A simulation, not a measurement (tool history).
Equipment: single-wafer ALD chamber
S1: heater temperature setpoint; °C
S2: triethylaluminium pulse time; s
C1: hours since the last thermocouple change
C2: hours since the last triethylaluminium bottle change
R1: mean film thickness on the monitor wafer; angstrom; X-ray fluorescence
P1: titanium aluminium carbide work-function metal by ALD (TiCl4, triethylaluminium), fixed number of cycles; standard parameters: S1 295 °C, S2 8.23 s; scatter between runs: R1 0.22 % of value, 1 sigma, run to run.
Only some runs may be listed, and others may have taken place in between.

{"run": 1, "hour": 9.8, "S1": 295, "S2": 8.23, "C1": 509.6, "C2": 763.9, "R1": 18.741}
{"run": 2, "hour": 27.5, "S1": 279, "S2": 3.66, "C1": 527.3, "C2": 781.6, "R1": 13.319}
{"run": 3, "hour": 42.3, "S1": 295, "S2": 8.23, "C1": 542.1, "C2": 796.4, "R1": 18.8}
{"run": 4, "hour": 54.2, "S1": 295, "S2": 3.32, "C1": 554.0, "C2": 808.3, "R1": 13.664}
{"run": 5, "hour": 67.6, "S1": 277, "S2": 5.88, "C1": 567.4, "C2": 821.7, "R1": 15.975}
{"run": 6, "hour": 78.8, "S1": 295, "S2": 8.23, "C1": 578.6, "C2": 832.9, "R1": 18.849}
{"run": 7, "hour": 94.9, "S1": 295, "S2": 8.23, "C1": 594.7, "C2": 849.0, "R1": 18.888}
{"run": 8, "hour": 109.6, "S1": 315, "S2": 8.23, "C1": 609.4, "C2": 863.7, "R1": 20.516}
{"run": 9, "hour": 127.2, "S1": 295, "S2": 12.2, "C1": 627.0, "C2": 881.3, "R1": 19.683}
{"run": 10, "hour": 135.0, "S1": 273, "S2": 8.23, "C1": 634.8, "C2": 889.1, "R1": 16.986}
{"hour": 138.4, "done": "thermocouple changed; heater temperature recalibrated"}
{"run": 11, "hour": 151.8, "S1": 295, "S2": 8.23, "C1": 13.4, "C2": 905.9, "R1": 18.862}
{"run": 12, "hour": 164.4, "S1": 295, "S2": 8.23, "C1": 26.0, "C2": 918.5, "R1": 18.809}
{"run": 13, "hour": 173.3, "S1": 295, "S2": 8.23, "C1": 34.9, "C2": 927.4, "R1": 18.592}
{"run": 14, "hour": 182.5, "S1": 295, "S2": 8.23, "C1": 44.1, "C2": 936.6, "R1": 18.567}

What does the tool deliver on the next run?
{"run": 15, "hour": 196.0, "S1": 295, "S2": 8.23, "C1": 57.6, "C2": 950.1, "R1": "?"}

Run 15 produced R1 18.427 angstrom.
